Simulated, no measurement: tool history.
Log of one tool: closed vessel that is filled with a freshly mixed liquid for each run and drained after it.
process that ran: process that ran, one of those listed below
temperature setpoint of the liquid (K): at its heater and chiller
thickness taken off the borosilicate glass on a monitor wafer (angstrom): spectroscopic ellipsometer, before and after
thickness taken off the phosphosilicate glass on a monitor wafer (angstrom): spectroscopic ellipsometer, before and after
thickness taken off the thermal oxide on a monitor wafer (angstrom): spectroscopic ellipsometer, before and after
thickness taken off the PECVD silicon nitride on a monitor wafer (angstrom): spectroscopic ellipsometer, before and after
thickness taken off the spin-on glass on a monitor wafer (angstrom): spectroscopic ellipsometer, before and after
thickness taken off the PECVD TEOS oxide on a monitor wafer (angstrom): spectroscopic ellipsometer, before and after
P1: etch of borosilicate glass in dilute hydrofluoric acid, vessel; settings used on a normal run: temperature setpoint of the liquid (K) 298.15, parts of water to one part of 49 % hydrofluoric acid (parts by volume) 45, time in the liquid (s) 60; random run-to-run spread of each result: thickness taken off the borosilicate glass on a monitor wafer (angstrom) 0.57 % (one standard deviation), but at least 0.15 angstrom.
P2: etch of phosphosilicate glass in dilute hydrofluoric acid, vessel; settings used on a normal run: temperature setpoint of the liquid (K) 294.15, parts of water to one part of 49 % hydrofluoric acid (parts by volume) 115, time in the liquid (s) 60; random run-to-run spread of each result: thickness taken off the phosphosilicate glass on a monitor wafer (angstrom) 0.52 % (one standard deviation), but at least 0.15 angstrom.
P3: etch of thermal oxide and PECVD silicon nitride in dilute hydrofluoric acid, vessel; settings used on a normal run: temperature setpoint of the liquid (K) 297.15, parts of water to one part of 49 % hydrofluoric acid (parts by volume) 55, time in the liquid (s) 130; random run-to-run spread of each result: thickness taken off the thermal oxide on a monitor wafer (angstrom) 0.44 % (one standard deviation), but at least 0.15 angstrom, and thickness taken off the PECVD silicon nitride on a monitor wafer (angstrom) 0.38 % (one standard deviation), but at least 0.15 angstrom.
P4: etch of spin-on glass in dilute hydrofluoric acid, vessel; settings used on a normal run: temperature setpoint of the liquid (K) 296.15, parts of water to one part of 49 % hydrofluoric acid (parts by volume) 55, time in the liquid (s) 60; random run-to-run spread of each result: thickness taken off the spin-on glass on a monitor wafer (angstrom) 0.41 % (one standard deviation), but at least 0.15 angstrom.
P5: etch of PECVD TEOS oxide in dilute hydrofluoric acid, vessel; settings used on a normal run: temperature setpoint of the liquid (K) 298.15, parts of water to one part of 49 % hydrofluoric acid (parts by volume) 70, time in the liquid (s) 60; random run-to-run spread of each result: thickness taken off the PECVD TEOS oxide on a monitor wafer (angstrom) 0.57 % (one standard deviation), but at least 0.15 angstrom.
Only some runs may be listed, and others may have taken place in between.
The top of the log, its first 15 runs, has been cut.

| run | hour | process that ran | temperature setpoint of the liquid (K) | parts of water to one part of 49 % hydrofluoric acid (parts by volume) | time in the liquid (s) | hours since the thermometer was replaced | hours since the hydrofluoric acid flow meter was replaced | thickness taken off the borosilicate glass on a monitor wafer (angstrom) | thickness taken off the phosphosilicate glass on a monitor wafer (angstrom) | thickness taken off the thermal oxide on a monitor wafer (angstrom) | thickness taken off the PECVD silicon nitride on a monitor wafer (angstrom) | thickness taken off the spin-on glass on a monitor wafer (angstrom) | thickness taken off the PECVD TEOS oxide on a monitor wafer (angstrom) |
|---|---|---|---|---|---|---|---|---|---|---|---|---|---|
| 16 | 222.2 | P1 | 305.65 | 45 | 60 | 818.1 | 478 | 625.46 |  |  |  |  |  |
| 17 | 230.9 | P1 | 298.15 | 45 | 60 | 826.8 | 486.7 | 469.84 |  |  |  |  |  |
| 18 | 248.1 | P1 | 298.15 | 45 | 60 | 844 | 503.9 | 463 |  |  |  |  |  |
| 19 | 261.9 | P1 | 298.15 | 20 | 60 | 857.8 | 517.7 | 1087.8 |  |  |  |  |  |
| 20 | 278.6 | P2 | 294.15 | 50 | 60 | 874.5 | 534.4 |  | 643.55 |  |  |  |  |
| 21 | 294.9 | P4 | 296.15 | 55 | 60 | 890.8 | 550.7 |  |  |  |  | 254.35 |  |
| 22 | 309.1 | P1 | 298.15 | 45 | 115 | 905 | 564.9 | 890.1 |  |  |  |  |  |
| 23 | 321.8 | P5 | 298.15 | 70 | 60 | 917.7 | 577.6 |  |  |  |  |  | 115.73 |
| 24 | 338.6 | P5 | 298.15 | 70 | 60 | 934.5 | 594.4 |  |  |  |  |  | 116.27 |
| 25 | 355.5 | P1 | 298.15 | 45 | 60 | 951.4 | 611.3 | 462.56 |  |  |  |  |  |
| 26 | 373.5 | P3 | 297.15 | 55 | 30 | 969.4 | 629.3 |  |  | 28.002 | 22.332 |  |  |
| 27 | 388.2 | P4 | 296.15 | 55 | 90 | 984.1 | 644 |  |  |  |  | 382.21 |  |
| 28 | 399.2 | P1 | 298.15 | 20 | 100 | 995.1 | 655 | 1814.4 |  |  |  |  |  |
| 29 | 408.4 | P4 | 304.15 | 55 | 60 | 1004.3 | 664.2 |  |  |  |  | 347.95 |  |
| 30 | 426 | P4 | 296.15 | 55 | 60 | 1021.9 | 681.8 |  |  |  |  | 253.95 |  |
| 31 | 440.6 | P1 | 298.15 | 65 | 60 | 1036.5 | 696.4 | 314.89 |  |  |  |  |  |
| 32 | 459.2 | P1 | 298.15 | 45 | 60 | 1055.1 | 715 | 463.77 |  |  |  |  |  |
| 33 | 475.9 | P1 | 298.15 | 45 | 60 | 1071.8 | 731.7 | 445.27 |  |  |  |  |  |
| 34 | 493.4 | P1 | 298.15 | 45 | 60 | 1089.3 | 749.2 | 438.83 |  |  |  |  |  |
| 35 | 502.3 | P1 | 298.15 | 45 | 60 | 1098.2 | 758.1 | 437.34 |  |  |  |  |  |
| 36 | 513.6 | P1 | 298.15 | 45 | 60 | 1109.5 | 769.4 | 437.53 |  |  |  |  |  |
| 37 | 528.4 | P1 | 298.15 | 45 | 60 | 1124.3 | 784.2 | 435.36 |  |  |  |  |  |

What does the tool deliver on the next run?
| 38 | 544.3 | P1 | 298.15 | 45 | 60 | 1140.2 | 800.1 | ? |  |  |  |  |  |

{"run 38": {"thickness taken off the borosilicate glass on a monitor wafer (angstrom)": 432.2}}
